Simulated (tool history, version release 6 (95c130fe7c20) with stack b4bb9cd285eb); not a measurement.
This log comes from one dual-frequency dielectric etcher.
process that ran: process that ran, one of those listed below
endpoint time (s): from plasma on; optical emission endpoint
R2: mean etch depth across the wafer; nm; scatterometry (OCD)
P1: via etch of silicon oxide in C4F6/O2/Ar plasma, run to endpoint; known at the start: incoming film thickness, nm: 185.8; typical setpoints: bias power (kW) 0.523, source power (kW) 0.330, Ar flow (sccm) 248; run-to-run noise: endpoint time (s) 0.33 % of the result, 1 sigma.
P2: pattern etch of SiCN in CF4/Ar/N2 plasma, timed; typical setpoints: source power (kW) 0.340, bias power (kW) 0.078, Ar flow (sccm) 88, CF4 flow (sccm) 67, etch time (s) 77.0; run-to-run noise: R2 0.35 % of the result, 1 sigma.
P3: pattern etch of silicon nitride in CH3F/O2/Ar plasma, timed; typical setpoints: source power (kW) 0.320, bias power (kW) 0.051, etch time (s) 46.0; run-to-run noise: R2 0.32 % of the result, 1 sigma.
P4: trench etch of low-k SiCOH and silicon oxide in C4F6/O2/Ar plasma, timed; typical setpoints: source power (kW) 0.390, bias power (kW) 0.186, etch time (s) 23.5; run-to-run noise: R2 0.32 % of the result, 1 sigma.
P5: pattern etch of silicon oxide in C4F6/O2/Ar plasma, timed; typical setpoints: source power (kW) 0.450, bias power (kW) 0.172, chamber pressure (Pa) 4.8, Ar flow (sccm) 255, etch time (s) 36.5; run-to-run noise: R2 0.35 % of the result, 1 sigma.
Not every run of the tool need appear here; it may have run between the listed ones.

Run 1, day 0.254: process that ran P1, bias power (kW) 0.523, source power (kW) 0.330, Ar flow (sccm) 248. Result: endpoint time (s) 41.723.
Run 2, day 0.446: process that ran P2, bias power (kW) 0.078, source power (kW) 0.410, Ar flow (sccm) 88, CF4 flow (sccm) 67, etch time (s) 77.0. Result: R2 61.289 nm.
Run 3, day 0.712: process that ran P3, bias power (kW) 0.051, source power (kW) 0.190, etch time (s) 46.0. Result: R2 20.854 nm.
Run 4, day 1.029: process that ran P1, bias power (kW) 0.627, source power (kW) 0.330, Ar flow (sccm) 204. Result: endpoint time (s) 37.831.
Run 5, day 1.321: process that ran P2, bias power (kW) 0.078, source power (kW) 0.340, Ar flow (sccm) 88, CF4 flow (sccm) 54, etch time (s) 77.0. Result: R2 50.791 nm.
Run 6, day 1.504: process that ran P4, bias power (kW) 0.262, source power (kW) 0.390, etch time (s) 23.5. Result: R2 81.104 nm.
Run 7, day 1.712: process that ran P4, bias power (kW) 0.186, source power (kW) 0.390, etch time (s) 23.5. Result: R2 72.533 nm.
Run 8, day 1.904: process that ran P1, bias power (kW) 0.721, source power (kW) 0.400, Ar flow (sccm) 248. Result: endpoint time (s) 34.372.
Run 9, day 2.125: process that ran P5, bias power (kW) 0.111, source power (kW) 0.450, Ar flow (sccm) 255, etch time (s) 36.5, chamber pressure (Pa) 4.8. Result: R2 104.720 nm.
Run 10, day 2.388: process that ran P1, bias power (kW) 0.523, source power (kW) 0.330, Ar flow (sccm) 248. Result: endpoint time (s) 41.680.
Run 11, day 2.642: process that ran P5, bias power (kW) 0.172, source power (kW) 0.450, Ar flow (sccm) 255, etch time (s) 36.5, chamber pressure (Pa) 3.3. Result: R2 124.140 nm.
Run 12, day 2.842: process that ran P1, bias power (kW) 0.611, source power (kW) 0.330, Ar flow (sccm) 343. Result: endpoint time (s) 40.590.
Run 13, day 3.183: process that ran P1, bias power (kW) 0.523, source power (kW) 0.330, Ar flow (sccm) 248. Result: endpoint time (s) 41.881.
Run 14, day 3.479: process that ran P3, bias power (kW) 0.067, source power (kW) 0.320, etch time (s) 46.0. Result: R2 27.993 nm.
Run 15, day 3.883: process that ran P1, bias power (kW) 0.408, source power (kW) 0.330, Ar flow (sccm) 248. Result: endpoint time (s) 45.991.
Run 16, day 4.279: process that ran P1, bias power (kW) 0.523, source power (kW) 0.330, Ar flow (sccm) 176. Result: endpoint time (s) 40.288.
Run 17, day 4.675: process that ran P3, bias power (kW) 0.051, source power (kW) 0.320, etch time (s) 46.0. Result: R2 25.649 nm.
Run 18, day 4.892: process that ran P1, bias power (kW) 0.523, source power (kW) 0.450, Ar flow (sccm) 248. Result: endpoint time (s) 37.194.
Run 19, day 5.196: process that ran P5, bias power (kW) 0.172, source power (kW) 0.360, Ar flow (sccm) 255, etch time (s) 36.5, chamber pressure (Pa) 4.8. Result: R2 109.100 nm.
Run 20, day 5.371: process that ran P1, bias power (kW) 0.523, source power (kW) 0.330, Ar flow (sccm) 248. Result: endpoint time (s) 41.669.
Run 21, day 5.658: process that ran P4, bias power (kW) 0.186, source power (kW) 0.390, etch time (s) 32.5. Result: R2 99.540 nm.
Run 22, day 6.008: process that ran P2, bias power (kW) 0.105, source power (kW) 0.340, Ar flow (sccm) 88, CF4 flow (sccm) 67, etch time (s) 77.0. Result: R2 58.065 nm.
Run 23, day 6.362: process that ran P5, bias power (kW) 0.172, source power (kW) 0.450, Ar flow (sccm) 255, etch time (s) 23.5, chamber pressure (Pa) 4.8. Result: R2 77.049 nm.
Run 24, day 6.767: process that ran P5, bias power (kW) 0.172, source power (kW) 0.450, Ar flow (sccm) 319, etch time (s) 36.5, chamber pressure (Pa) 4.8. Result: R2 116.130 nm.
Run 25, day 7.038: process that ran P1, bias power (kW) 0.716, source power (kW) 0.330, Ar flow (sccm) 248. Result: endpoint time (s) 36.917.
Run 26, day 7.300: process that ran P2, bias power (kW) 0.078, source power (kW) 0.340, Ar flow (sccm) 62, CF4 flow (sccm) 67, etch time (s) 77.0. Result: R2 54.162 nm.
Run 27, day 7.588: process that ran P4, bias power (kW) 0.186, source power (kW) 0.550, etch time (s) 23.5. Result: R2 83.090 nm.
Run 28, day 7.942: process that ran P1, bias power (kW) 0.523, source power (kW) 0.330, Ar flow (sccm) 324. Result: endpoint time (s) 42.841.
Run 29, day 8.300: process that ran P1, bias power (kW) 0.523, source power (kW) 0.330, Ar flow (sccm) 248. Result: endpoint time (s) 41.653.
At day 8.362: source power generator calibrated.
Run 30, day 8.558: process that ran P5, bias power (kW) 0.172, source power (kW) 0.450, Ar flow (sccm) 255, etch time (s) 36.5, chamber pressure (Pa) 4.8. Result: R2 118.960 nm.
Run 31, day 8.879: process that ran P3, bias power (kW) 0.051, source power (kW) 0.320, etch time (s) 30.0. Result: R2 16.719 nm.
Run 32, day 9.283: process that ran P2, bias power (kW) 0.078, source power (kW) 0.340, Ar flow (sccm) 88, CF4 flow (sccm) 67, etch time (s) 77.0. Result: R2 52.159 nm.
Run 33, day 9.521: process that ran P1, bias power (kW) 0.523, source power (kW) 0.330, Ar flow (sccm) 248. Result: endpoint time (s) 41.706.
Run 34, day 9.850: process that ran P1, bias power (kW) 0.523, source power (kW) 0.270, Ar flow (sccm) 248. Result: endpoint time (s) 45.146.
Run 35, day 10.242: process that ran P2, bias power (kW) 0.078, source power (kW) 0.340, Ar flow (sccm) 88, CF4 flow (sccm) 67, etch time (s) 77.0. Result: R2 52.447 nm.
Run 36, day 10.446: process that ran P2, bias power (kW) 0.078, source power (kW) 0.340, Ar flow (sccm) 88, CF4 flow (sccm) 67, etch time (s) 42.5. Result: R2 28.727 nm.
Run 37, day 10.821: process that ran P1, bias power (kW) 0.523, source power (kW) 0.330, Ar flow (sccm) 248. Result: endpoint time (s) 41.616.
Run 38, day 11.158: process that ran P1, bias power (kW) 0.523, source power (kW) 0.330, Ar flow (sccm) 248. Result: endpoint time (s) 40.939.
Run 39, day 11.333: process that ran P1, bias power (kW) 0.523, source power (kW) 0.330, Ar flow (sccm) 248. Result: endpoint time (s) 41.188.
Run 40, day 11.542: process that ran P1, bias power (kW) 0.523, source power (kW) 0.330, Ar flow (sccm) 248. Result: endpoint time (s) 41.111.
Run 41, day 11.729: process that ran P1, bias power (kW) 0.523, source power (kW) 0.330, Ar flow (sccm) 248. Result: endpoint time (s) 40.923.
At day 11.992: Ar flow controller replaced.
At day 12.054: wet clean of the chamber.
Run 42, day 12.100: process that ran P1, bias power (kW) 0.523, source power (kW) 0.330, Ar flow (sccm) 248. Result: endpoint time (s) 40.930.
Run 43, day 12.479: process that ran P1, bias power (kW) 0.523, source power (kW) 0.330, Ar flow (sccm) 248. Result: endpoint time (s) 41.093.
Run 44, day 12.838: process that ran P1, bias power (kW) 0.523, source power (kW) 0.330, Ar flow (sccm) 248. Result: endpoint time (s) 41.164.

The log shows P1 creeping away from where it was. Any of the 2 causes listed here, at the size stated for it, fits the log just as well as the others:
A: bias power that arrives over what is set, % = 4.67
B: source power that arrives over what is set, % = 4.85
The gradual shift began around day 10.821.
What rules out each remaining cause:
chamber walls in a state that raises the etch rate, %: work on it at day 12.054, done after the drift set in, did not restore what the process gave before
Ar flow that arrives under what is set, %: work on it at day 11.992, done after the drift set in, did not restore what the process gave before

You are offered 4 check runs, listed below with question marks in place of their results; each one averages 2 wafers. Which run separates the listed causes by giving clearly different results for each?
Run check 1, day 13.196: process that ran P5, bias power (kW) 0.148, source power (kW) 0.450, Ar flow (sccm) 318, etch time (s) 36.5, chamber pressure (Pa) 4.8. Result: R2 ?.
Run check 2, day 13.196: process that ran P3, bias power (kW) 0.051, source power (kW) 0.200, etch time (s) 46.0. Result: R2 ?.
Run check 3, day 13.196: process that ran P2, bias power (kW) 0.103, source power (kW) 0.340, Ar flow (sccm) 88, CF4 flow (sccm) 67, etch time (s) 43.5. Result: R2 ?.
Run check 4, day 13.196: process that ran P4, bias power (kW) 0.186, source power (kW) 0.540, etch time (s) 30.5. Result: R2 ?.

Expected result of each check under each candidate cause:
  check  result     if A     if B
check 1      R2  112.620  113.190
check 2      R2   21.650   21.709
check 3      R2   33.171   33.982
check 4      R2  108.400  108.860
Per-check spread between the two closest causes, in the result where they differ most: check 1 0.5 %; check 2 0.27 %; check 3 2.41 %; check 4 0.43 %
The causes can be told apart only by check 3. The other checks would give nearly the same results under each of them.

Running check 3 produced the following: R2 33.968 nm. Which one of the listed causes fits?

It was cause B: source power that arrives over what is set, %.
